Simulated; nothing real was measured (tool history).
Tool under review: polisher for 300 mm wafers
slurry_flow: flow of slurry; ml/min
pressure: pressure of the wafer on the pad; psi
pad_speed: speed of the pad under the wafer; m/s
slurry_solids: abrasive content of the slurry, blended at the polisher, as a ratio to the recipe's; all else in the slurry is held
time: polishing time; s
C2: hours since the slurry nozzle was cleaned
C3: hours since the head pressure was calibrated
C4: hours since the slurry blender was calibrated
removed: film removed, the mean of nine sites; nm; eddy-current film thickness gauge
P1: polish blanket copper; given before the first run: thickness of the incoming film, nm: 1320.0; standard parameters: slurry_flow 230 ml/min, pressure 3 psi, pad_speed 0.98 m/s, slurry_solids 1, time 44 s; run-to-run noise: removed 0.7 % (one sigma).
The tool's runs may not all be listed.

run 1 hour=6.5 | slurry_flow=230 pressure=3 pad_speed=0.98 slurry_solids=1 time=44 | wafers_polished_on_this_pad=594 C2=297.8 C3=151.5 C4=43.1 | removed=155.25
run 2 hour=14.7 | slurry_flow=360 pressure=3 pad_speed=0.98 slurry_solids=1 time=44 | wafers_polished_on_this_pad=704 C2=306 C3=159.7 C4=51.3 | removed=164.53
run 3 hour=19.9 | slurry_flow=230 pressure=1.5 pad_speed=0.98 slurry_solids=1 time=44 | wafers_polished_on_this_pad=774 C2=311.2 C3=164.9 C4=56.5 | removed=78.408
run 4 hour=26.9 | slurry_flow=230 pressure=3 pad_speed=0.98 slurry_solids=1 time=44 | wafers_polished_on_this_pad=868 C2=318.2 C3=171.9 C4=63.5 | removed=156.34
run 5 hour=35.9 | slurry_flow=230 pressure=3 pad_speed=0.7 slurry_solids=1 time=44 | wafers_polished_on_this_pad=989 C2=327.2 C3=180.9 C4=72.5 | removed=113.02
run 6 hour=43.6 | slurry_flow=230 pressure=4.2 pad_speed=0.98 slurry_solids=1 time=44 | wafers_polished_on_this_pad=1092 C2=334.9 C3=188.6 C4=80.2 | removed=219.68
run 7 hour=52.4 | slurry_flow=230 pressure=3 pad_speed=0.98 slurry_solids=1.45 time=44 | wafers_polished_on_this_pad=1211 C2=343.7 C3=197.4 C4=89 | removed=166.71
run 8 hour=59 | slurry_flow=230 pressure=3 pad_speed=0.98 slurry_solids=1 time=44 | wafers_polished_on_this_pad=1299 C2=350.3 C3=204 C4=95.6 | removed=157.7
run 9 hour=67.8 | slurry_flow=230 pressure=3 pad_speed=1.34 slurry_solids=1 time=44 | wafers_polished_on_this_pad=1417 C2=359.1 C3=212.8 C4=104.4 | removed=213.28
run 10 hour=76.9 | slurry_flow=230 pressure=3 pad_speed=0.98 slurry_solids=1 time=67 | wafers_polished_on_this_pad=1540 C2=368.2 C3=221.9 C4=113.5 | removed=238
run 11 hour=86 | slurry_flow=230 pressure=1.5 pad_speed=0.76 slurry_solids=1 time=44 | wafers_polished_on_this_pad=1662 C2=377.3 C3=231 C4=122.6 | removed=60.624
run 12 hour=95.2 | slurry_flow=140 pressure=3 pad_speed=0.98 slurry_solids=1 time=44 | wafers_polished_on_this_pad=1785 C2=386.5 C3=240.2 C4=131.8 | removed=145.11
run 13 hour=105.4 | slurry_flow=230 pressure=3 pad_speed=0.98 slurry_solids=1 time=29 | wafers_polished_on_this_pad=1922 C2=396.7 C3=250.4 C4=142 | removed=103.24
run 14 hour=112.3 | slurry_flow=230 pressure=3 pad_speed=0.98 slurry_solids=1 time=44 | wafers_polished_on_this_pad=2015 C2=403.6 C3=257.3 C4=148.9 | removed=157.56
-- hour=113.5 slurry nozzle cleaned
run 15 hour=122.6 | slurry_flow=230 pressure=3 pad_speed=0.98 slurry_solids=1 time=44 | wafers_polished_on_this_pad=2153 C2=9.2 C3=267.6 C4=159.2 | removed=158.56
run 16 hour=131.3 | slurry_flow=230 pressure=3 pad_speed=0.98 slurry_solids=0.6 time=44 | wafers_polished_on_this_pad=2270 C2=17.9 C3=276.3 C4=167.9 | removed=141.2
run 17 hour=138.8 | slurry_flow=230 pressure=3 pad_speed=0.98 slurry_solids=1 time=44 | wafers_polished_on_this_pad=2371 C2=25.4 C3=283.8 C4=175.4 | removed=157.53
run 18 hour=147.3 | slurry_flow=230 pressure=3 pad_speed=0.98 slurry_solids=1 time=44 | wafers_polished_on_this_pad=2485 C2=33.9 C3=292.3 C4=183.9 | removed=156.97
run 19 hour=153.4 | slurry_flow=230 pressure=3 pad_speed=0.98 slurry_solids=1 time=44 | wafers_polished_on_this_pad=2567 C2=40 C3=298.4 C4=190 | removed=151.95

Estimate the outcome of run 20 from the log above:
run 20 hour=161.1 | slurry_flow=230 pressure=3 pad_speed=0.98 slurry_solids=1 time=44 | wafers_polished_on_this_pad=2670 C2=47.7 C3=306.1 C4=197.7 | removed=?

removed: 150.44 nm
